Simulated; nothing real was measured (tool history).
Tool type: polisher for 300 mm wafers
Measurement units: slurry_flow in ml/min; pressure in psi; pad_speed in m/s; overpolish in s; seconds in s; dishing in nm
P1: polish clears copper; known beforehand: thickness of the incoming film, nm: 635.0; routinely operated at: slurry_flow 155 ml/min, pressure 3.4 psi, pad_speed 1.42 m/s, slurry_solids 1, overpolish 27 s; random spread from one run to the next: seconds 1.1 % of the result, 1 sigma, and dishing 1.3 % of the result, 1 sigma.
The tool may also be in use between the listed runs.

run	hour	slurry_flow	pressure	pad_speed	slurry_solids	overpolish	wafers polished on this pad	hours since the slurry nozzle was cleaned	hours since the head pressure was calibrated	hours since the slurry blender was calibrated	seconds	dishing
1	14.7	155	3.4	1.42	1	27	409	211.6	236.6	189.9	114.18	75.476
2	26.8	155	3.4	1.42	1	27	498	223.7	248.7	202	114.33	75.481
3	38.7	95	3.4	1.42	1	27	585	235.6	260.6	213.9	125.86	73.145
# hour 47.4: head pressure recalibrated
4	54.2	155	3.4	1.42	1	27	698	251.1	6.9	229.4	112.89	77.243
5	71	155	3.4	1.42	1	27	821	267.9	23.7	246.2	113.52	77.89
6	79.2	155	3.4	1.42	1	27	881	276.1	31.9	254.4	114.16	78.099
7	91.8	155	3.4	1.42	1	53	973	288.7	44.5	267	112.65	104.46
8	108.7	155	3.4	1.42	0.6	27	1097	305.6	61.4	283.9	127.28	73.684
9	123.5	155	1.5	1.42	1	27	1205	320.4	76.2	298.7	261.12	40.739
10	133.1	155	4.8	1.42	1	27	1275	330	85.8	308.3	80.913	96.371
11	148.7	155	3.4	1.06	1	27	1390	345.6	101.4	323.9	152.75	62.533
12	157.4	155	5.1	1.78	1	27	1453	354.3	110.1	332.6	60.358	111.62
13	166	155	3.4	1.42	1.2	27	1516	362.9	118.7	341.2	110.48	79.226
14	175.2	95	3.4	1.42	0.7	27	1583	372.1	127.9	350.4	139.04	68.313
15	183.5	215	3.4	1.42	1	27	1644	380.4	136.2	358.7	108.75	79.327
16	195.6	155	2.5	1.42	1	47	1733	392.5	148.3	370.8	154.04	82.437
17	206.2	155	3.4	1.42	1	27	1810	403.1	158.9	381.4	112.98	77.391
18	217.6	155	3.4	1.42	1	8	1894	414.5	170.3	392.8	113.51	30.712
19	229.4	155	3.4	2	1	27	1980	426.3	182.1	404.6	81.525	91.505
20	242.5	155	3.4	1.42	1	27	2076	439.4	195.2	417.7	113.19	76.251
21	255.2	155	3.4	1.42	1	27	2169	452.1	207.9	430.4	116.84	77.486

Run 22 has not been measured yet. What should we expect?
22	270	155	3.4	1.42	1	27	2277	466.9	222.7	445.2	?	?

seconds: 120.21 s
dishing: 75.271 nm
